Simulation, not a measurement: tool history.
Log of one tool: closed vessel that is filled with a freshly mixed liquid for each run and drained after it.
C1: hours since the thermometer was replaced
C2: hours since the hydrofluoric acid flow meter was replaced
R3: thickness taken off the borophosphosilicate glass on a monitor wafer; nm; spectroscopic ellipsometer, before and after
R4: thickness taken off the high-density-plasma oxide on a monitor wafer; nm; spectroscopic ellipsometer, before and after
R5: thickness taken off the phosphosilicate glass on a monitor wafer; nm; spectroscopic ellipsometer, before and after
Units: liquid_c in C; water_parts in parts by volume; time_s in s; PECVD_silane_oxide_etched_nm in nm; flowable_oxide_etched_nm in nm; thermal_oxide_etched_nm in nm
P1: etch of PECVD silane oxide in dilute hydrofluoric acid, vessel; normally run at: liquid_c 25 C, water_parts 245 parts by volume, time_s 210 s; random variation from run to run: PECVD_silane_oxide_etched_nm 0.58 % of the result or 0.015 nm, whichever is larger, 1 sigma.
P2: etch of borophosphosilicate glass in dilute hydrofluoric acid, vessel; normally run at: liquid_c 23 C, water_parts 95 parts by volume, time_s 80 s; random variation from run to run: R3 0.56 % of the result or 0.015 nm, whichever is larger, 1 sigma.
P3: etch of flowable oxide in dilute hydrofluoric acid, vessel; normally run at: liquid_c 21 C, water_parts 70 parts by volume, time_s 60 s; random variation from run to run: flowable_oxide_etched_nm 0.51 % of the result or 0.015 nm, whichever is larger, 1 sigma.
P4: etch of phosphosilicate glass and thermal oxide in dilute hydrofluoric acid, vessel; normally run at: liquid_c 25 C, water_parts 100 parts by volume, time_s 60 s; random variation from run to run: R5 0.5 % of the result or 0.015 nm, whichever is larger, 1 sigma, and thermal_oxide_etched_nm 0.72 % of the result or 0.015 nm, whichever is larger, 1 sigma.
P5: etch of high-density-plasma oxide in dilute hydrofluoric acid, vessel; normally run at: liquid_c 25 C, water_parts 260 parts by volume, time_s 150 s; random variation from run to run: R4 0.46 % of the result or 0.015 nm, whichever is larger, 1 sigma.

Run 1, hour 8.7: process P1, liquid_c 25 C, water_parts 245 parts by volume, time_s 210 s; C1 103.3; C2 1135.5. Result: PECVD_silane_oxide_etched_nm 33.334 nm.
Run 2, hour 15.2: process P3, liquid_c 21 C, water_parts 70 parts by volume, time_s 60 s; C1 109.8; C2 1142. Result: flowable_oxide_etched_nm 36.006 nm.
Run 3, hour 23.4: process P2, liquid_c 23 C, water_parts 95 parts by volume, time_s 125 s; C1 118; C2 1150.2. Result: R3 51.015 nm.
Run 4, hour 34: process P5, liquid_c 25 C, water_parts 260 parts by volume, time_s 265 s; C1 128.6; C2 1160.8. Result: R4 9.8123 nm.
Run 5, hour 47.4: process P3, liquid_c 21 C, water_parts 70 parts by volume, time_s 60 s; C1 142; C2 1174.2. Result: flowable_oxide_etched_nm 35.924 nm.
Run 6, hour 58.4: process P1, liquid_c 25 C, water_parts 245 parts by volume, time_s 210 s; C1 153; C2 1185.2. Result: PECVD_silane_oxide_etched_nm 33.419 nm.
Run 7, hour 68.7: process P5, liquid_c 25 C, water_parts 260 parts by volume, time_s 150 s; C1 163.3; C2 1195.5. Result: R4 5.5684 nm.
Run 8, hour 81.2: process P1, liquid_c 25 C, water_parts 245 parts by volume, time_s 210 s; C1 175.8; C2 1208. Result: PECVD_silane_oxide_etched_nm 33.274 nm.
Run 9, hour 95.3: process P2, liquid_c 23 C, water_parts 165 parts by volume, time_s 80 s; C1 189.9; C2 1222.1. Result: R3 17.56 nm.
Run 10, hour 105.1: process P5, liquid_c 25 C, water_parts 395 parts by volume, time_s 150 s; C1 199.7; C2 1231.9. Result: R4 3.1944 nm.
Run 11, hour 112.8: process P4, liquid_c 25 C, water_parts 175 parts by volume, time_s 60 s; C1 207.4; C2 1239.6. Result: R5 19.22 nm, thermal_oxide_etched_nm 1.4808 nm.
Run 12, hour 123.1: process P1, liquid_c 17.5 C, water_parts 95 parts by volume, time_s 210 s; C1 217.7; C2 1249.9. Result: PECVD_silane_oxide_etched_nm 75.579 nm.
Run 13, hour 131.2: process P3, liquid_c 21 C, water_parts 70 parts by volume, time_s 95 s; C1 225.8; C2 1258. Result: flowable_oxide_etched_nm 57.611 nm.
Run 14, hour 144.6: process P1, liquid_c 28.5 C, water_parts 410 parts by volume, time_s 210 s; C1 239.2; C2 1271.4. Result: PECVD_silane_oxide_etched_nm 19.001 nm.
Run 15, hour 155.6: process P4, liquid_c 25 C, water_parts 100 parts by volume, time_s 60 s; C1 250.2; C2 1282.4. Result: R5 36.982 nm, thermal_oxide_etched_nm 2.8489 nm.
Run 16, hour 164.7: process P4, liquid_c 25 C, water_parts 100 parts by volume, time_s 30 s; C1 259.3; C2 1291.5. Result: R5 18.597 nm, thermal_oxide_etched_nm 1.4267 nm.
Run 17, hour 178.8: process P3, liquid_c 17 C, water_parts 70 parts by volume, time_s 60 s; C1 273.4; C2 1305.6. Result: flowable_oxide_etched_nm 30.5 nm.
Run 18, hour 193.1: process P2, liquid_c 23 C, water_parts 95 parts by volume, time_s 80 s; C1 287.7; C2 1319.9. Result: R3 32.621 nm.
At hour 201.1: thermometer replaced.
Run 19, hour 206.6: process P3, liquid_c 21 C, water_parts 20 parts by volume, time_s 60 s; C1 5.5; C2 1333.4. Result: flowable_oxide_etched_nm 135.81 nm.
Run 20, hour 213.7: process P5, liquid_c 17 C, water_parts 260 parts by volume, time_s 150 s; C1 12.6; C2 1340.5. Result: R4 4.1361 nm.
Run 21, hour 225.7: process P1, liquid_c 25 C, water_parts 245 parts by volume, time_s 210 s; C1 24.6; C2 1352.5. Result: PECVD_silane_oxide_etched_nm 33.127 nm.
Run 22, hour 237.7: process P1, liquid_c 18 C, water_parts 245 parts by volume, time_s 210 s; C1 36.6; C2 1364.5. Result: PECVD_silane_oxide_etched_nm 25.719 nm.
Run 23, hour 246.1: process P1, liquid_c 25 C, water_parts 245 parts by volume, time_s 60 s; C1 45; C2 1372.9. Result: PECVD_silane_oxide_etched_nm 9.5307 nm.
Run 24, hour 257.7: process P1, liquid_c 25 C, water_parts 245 parts by volume, time_s 210 s; C1 56.6; C2 1384.5. Result: PECVD_silane_oxide_etched_nm 33.161 nm.
Run 25, hour 264.5: process P1, liquid_c 25 C, water_parts 245 parts by volume, time_s 405 s; C1 63.4; C2 1391.3. Result: PECVD_silane_oxide_etched_nm 64.755 nm.
Run 26, hour 276.5: process P5, liquid_c 25 C, water_parts 260 parts by volume, time_s 150 s; C1 75.4; C2 1403.3. Result: R4 5.5886 nm.
Run 27, hour 289.5: process P1, liquid_c 25 C, water_parts 375 parts by volume, time_s 210 s; C1 88.4; C2 1416.3. Result: PECVD_silane_oxide_etched_nm 18.949 nm.
Run 28, hour 300.9: process P4, liquid_c 31.5 C, water_parts 100 parts by volume, time_s 60 s; C1 99.8; C2 1427.7. Result: R5 47.292 nm, thermal_oxide_etched_nm 3.6526 nm.
Run 29, hour 307.8: process P1, liquid_c 25 C, water_parts 95 parts by volume, time_s 210 s; C1 106.7; C2 1434.6. Result: PECVD_silane_oxide_etched_nm 102.84 nm.
Run 30, hour 319.9: process P1, liquid_c 32 C, water_parts 245 parts by volume, time_s 210 s; C1 118.8; C2 1446.7. Result: PECVD_silane_oxide_etched_nm 42.182 nm.
Run 31, hour 332.1: process P2, liquid_c 31.5 C, water_parts 95 parts by volume, time_s 80 s; C1 131; C2 1458.9. Result: R3 45.387 nm.
Run 32, hour 340.5: process P1, liquid_c 25 C, water_parts 245 parts by volume, time_s 210 s; C1 139.4; C2 1467.3. Result: PECVD_silane_oxide_etched_nm 33.109 nm.
Run 33, hour 353.9: process P1, liquid_c 25 C, water_parts 245 parts by volume, time_s 210 s; C1 152.8; C2 1480.7. Result: PECVD_silane_oxide_etched_nm 33.291 nm.
Run 34, hour 363.8: process P1, liquid_c 25 C, water_parts 245 parts by volume, time_s 210 s; C1 162.7; C2 1490.6. Result: PECVD_silane_oxide_etched_nm 32.478 nm.
Run 35, hour 370.8: process P1, liquid_c 25 C, water_parts 245 parts by volume, time_s 210 s; C1 169.7; C2 1497.6. Result: PECVD_silane_oxide_etched_nm 31.605 nm.
Run 36, hour 378.9: process P1, liquid_c 25 C, water_parts 245 parts by volume, time_s 210 s; C1 177.8; C2 1505.7. Result: PECVD_silane_oxide_etched_nm 31.388 nm.
Run 37, hour 389.1: process P1, liquid_c 25 C, water_parts 245 parts by volume, time_s 210 s; C1 188; C2 1515.9. Result: PECVD_silane_oxide_etched_nm 31.079 nm.
Run 38, hour 403.2: process P1, liquid_c 25 C, water_parts 245 parts by volume, time_s 210 s; C1 202.1; C2 1530. Result: PECVD_silane_oxide_etched_nm 30.862 nm.
Run 39, hour 415.4: process P1, liquid_c 25 C, water_parts 245 parts by volume, time_s 210 s; C1 214.3; C2 1542.2. Result: PECVD_silane_oxide_etched_nm 30.852 nm.
Run 40, hour 427: process P1, liquid_c 25 C, water_parts 245 parts by volume, time_s 210 s; C1 225.9; C2 1553.8. Result: PECVD_silane_oxide_etched_nm 30.556 nm.
Run 41, hour 439.4: process P1, liquid_c 25 C, water_parts 245 parts by volume, time_s 210 s; C1 238.3; C2 1566.2. Result: PECVD_silane_oxide_etched_nm 30.67 nm.

What P1 gives has crept away from where it was. These 2 causes fit the log equally well, each at the size given:
A: liquid colder than its thermometer reads (K) = 2.27
B: hydrofluoric acid flow below the setpoint (%) = 6.25
The creep began at about hour 353.9.

4 check runs are offered, each on 2 wafers whose results are averaged, their results left as question marks. Which one tells the causes apart?
Run check 1, hour 451.8: process P2, liquid_c 27.5 C, water_parts 165 parts by volume, time_s 80 s. Result: R3 ?.
Run check 2, hour 451.8: process P4, liquid_c 31 C, water_parts 135 parts by volume, time_s 60 s. Result: R5 ?, thermal_oxide_etched_nm ?.
Run check 3, hour 451.8: process P3, liquid_c 21 C, water_parts 25 parts by volume, time_s 60 s. Result: flowable_oxide_etched_nm ?.
Run check 4, hour 451.8: process P5, liquid_c 21.5 C, water_parts 260 parts by volume, time_s 235 s. Result: R4 ?.

What each check would give under each cause:
  check                    result    if A    if B
check 1                        R3  18.846  18.959
check 2                        R5  30.181  30.361
check 2   thermal_oxide_etched_nm  2.3201   2.334
check 3  flowable_oxide_etched_nm  97.216  100.34
check 4                        R4   7.055  7.0788
How far apart the two closest causes lie, in the result that separates them most: check 1 0.6 %; check 2 0.59 %; check 3 3.16 %; check 4 0.34 %
Check 3 tells the causes apart: in the others they would give nearly the same result.

Check 3 was then run and gave: flowable_oxide_etched_nm 97.468 nm. Which cause is it?

It is A: liquid colder than its thermometer reads (K).
